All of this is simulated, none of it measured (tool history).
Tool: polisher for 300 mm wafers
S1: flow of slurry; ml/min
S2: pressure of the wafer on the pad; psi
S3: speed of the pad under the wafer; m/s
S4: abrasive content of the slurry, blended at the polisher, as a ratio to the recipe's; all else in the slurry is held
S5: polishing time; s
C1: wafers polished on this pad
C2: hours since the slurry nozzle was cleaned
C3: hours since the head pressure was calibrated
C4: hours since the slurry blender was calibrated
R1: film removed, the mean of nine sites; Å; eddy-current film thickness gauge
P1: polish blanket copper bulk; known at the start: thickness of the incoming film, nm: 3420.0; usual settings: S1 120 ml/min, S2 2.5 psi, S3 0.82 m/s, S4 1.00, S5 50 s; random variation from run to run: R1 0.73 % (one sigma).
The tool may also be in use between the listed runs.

| run | hour | S1 | S2 | S3 | S4 | S5 | C1 | C2 | C3 | C4 | R1 |
|---|---|---|---|---|---|---|---|---|---|---|---|
| 1 | 8.1 | 120 | 2.5 | 0.82 | 1.00 | 50 | 166 | 301.4 | 422.5 | 104.4 | 3947.8 |
| 2 | 18.2 | 120 | 2.5 | 0.82 | 1.00 | 50 | 248 | 311.5 | 432.6 | 114.5 | 4001.7 |
| 3 | 27.7 | 120 | 1.8 | 1.14 | 1.00 | 50 | 325 | 321.0 | 442.1 | 124.0 | 4039.5 |
| 4 | 39.1 | 120 | 2.5 | 0.82 | 1.00 | 50 | 418 | 332.4 | 453.5 | 135.4 | 4002.6 |
| 5 | 50.7 | 120 | 4.0 | 0.82 | 1.00 | 50 | 512 | 344.0 | 465.1 | 147.0 | 6374.7 |
| 6 | 65.0 | 70 | 2.5 | 0.82 | 1.00 | 50 | 628 | 358.3 | 479.4 | 161.3 | 3471.0 |
| 7 | 81.3 | 120 | 2.5 | 0.82 | 0.55 | 50 | 760 | 374.6 | 495.7 | 177.6 | 3532.5 |
| 8 | 95.2 | 120 | 2.5 | 1.18 | 0.55 | 50 | 873 | 388.5 | 509.6 | 191.5 | 5085.4 |
| 9 | 106.1 | 120 | 2.5 | 1.14 | 1.20 | 50 | 961 | 399.4 | 520.5 | 202.4 | 5714.7 |
| 10 | 121.0 | 120 | 2.5 | 0.82 | 1.50 | 50 | 1082 | 414.3 | 535.4 | 217.3 | 4347.5 |
| 11 | 138.9 | 155 | 2.5 | 0.82 | 1.00 | 50 | 1227 | 432.2 | 553.3 | 235.2 | 4174.0 |
| 12 | 155.5 | 120 | 2.5 | 1.18 | 1.00 | 50 | 1362 | 448.8 | 569.9 | 251.8 | 5779.0 |
| 13 | 172.8 | 120 | 2.5 | 0.82 | 1.00 | 50 | 1502 | 466.1 | 587.2 | 269.1 | 4016.1 |
| 14 | 187.5 | 120 | 2.5 | 0.36 | 1.00 | 50 | 1621 | 480.8 | 601.9 | 283.8 | 1741.6 |
| 15 | 196.2 | 120 | 1.6 | 0.82 | 1.00 | 50 | 1692 | 489.5 | 610.6 | 292.5 | 2562.8 |

The next listed run, before its measurement:
| 16 | 208.5 | 120 | 2.5 | 0.82 | 1.00 | 50 | 1791 | 501.8 | 622.9 | 304.8 | ? |

{"run 16": {"R1": 3993.8}}

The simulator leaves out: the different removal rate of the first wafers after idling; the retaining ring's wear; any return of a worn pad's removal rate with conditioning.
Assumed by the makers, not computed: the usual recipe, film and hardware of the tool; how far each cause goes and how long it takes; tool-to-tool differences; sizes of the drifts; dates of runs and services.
